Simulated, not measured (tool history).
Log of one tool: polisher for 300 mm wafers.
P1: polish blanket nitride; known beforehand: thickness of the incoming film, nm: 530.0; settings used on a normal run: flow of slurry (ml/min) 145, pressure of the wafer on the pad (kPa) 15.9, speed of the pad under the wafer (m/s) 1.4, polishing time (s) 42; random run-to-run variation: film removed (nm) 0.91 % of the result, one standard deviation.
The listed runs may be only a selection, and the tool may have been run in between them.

| run | hour | flow of slurry (ml/min) | pressure of the wafer on the pad (kPa) | speed of the pad under the wafer (m/s) | polishing time (s) | wafers polished on this pad | hours since the slurry nozzle was cleaned | hours since the head pressure was calibrated | film removed (nm) |
|---|---|---|---|---|---|---|---|---|---|
| 1 | 13.5 | 145 | 15.9 | 1.4 | 42 | 647 | 308.1 | 592.8 | 62.239 |
| 2 | 20.5 | 145 | 15.9 | 0.8 | 42 | 709 | 315.1 | 599.8 | 40.686 |
| 3 | 31.6 | 145 | 9 | 1.4 | 42 | 809 | 326.2 | 610.9 | 35.225 |
| 4 | 40.7 | 145 | 15.9 | 1.4 | 27 | 891 | 335.3 | 620 | 40.615 |
| 5 | 48.2 | 145 | 15.9 | 1.4 | 42 | 958 | 342.8 | 627.5 | 63.394 |
| 6 | 60.5 | 145 | 15.9 | 2.1 | 42 | 1068 | 355.1 | 639.8 | 88.404 |
| 7 | 70.8 | 145 | 15.9 | 2.12 | 19 | 1161 | 365.4 | 650.1 | 40.054 |
| 8 | 83 | 100 | 15.9 | 1.4 | 42 | 1270 | 377.6 | 662.3 | 58.731 |
| 9 | 97.2 | 210 | 15.9 | 1.4 | 42 | 1397 | 391.8 | 676.5 | 65.986 |
| 10 | 105.9 | 145 | 15.9 | 1.4 | 42 | 1476 | 400.5 | 685.2 | 63.584 |
| 11 | 114.4 | 145 | 15.9 | 1.4 | 42 | 1552 | 409 | 693.7 | 62.779 |
| 12 | 126.3 | 145 | 15.9 | 1.4 | 42 | 1659 | 420.9 | 705.6 | 63.895 |
| 13 | 134.5 | 145 | 24.8 | 1.4 | 42 | 1732 | 429.1 | 713.8 | 97.968 |
| 14 | 141.5 | 145 | 15.9 | 1.4 | 65 | 1795 | 436.1 | 720.8 | 97.861 |
|  | 148.2 | head pressure recalibrated |
| 15 | 155.1 | 145 | 15.9 | 1.4 | 42 | 1917 | 449.7 | 6.9 | 63.835 |
| 16 | 163 | 145 | 15.9 | 1.4 | 42 | 1988 | 457.6 | 14.8 | 62.686 |
| 17 | 173.4 | 145 | 11 | 1.76 | 42 | 2081 | 468 | 25.2 | 52.346 |
| 18 | 181.8 | 145 | 15.9 | 1.4 | 42 | 2156 | 476.4 | 33.6 | 62.989 |

Run 19, settings as shown, results not yet in. Your forecast:
| 19 | 191.3 | 145 | 15.9 | 1.4 | 42 | 2242 | 485.9 | 43.1 | ? |

{"run 19": {"film removed (nm)": 60.82}}

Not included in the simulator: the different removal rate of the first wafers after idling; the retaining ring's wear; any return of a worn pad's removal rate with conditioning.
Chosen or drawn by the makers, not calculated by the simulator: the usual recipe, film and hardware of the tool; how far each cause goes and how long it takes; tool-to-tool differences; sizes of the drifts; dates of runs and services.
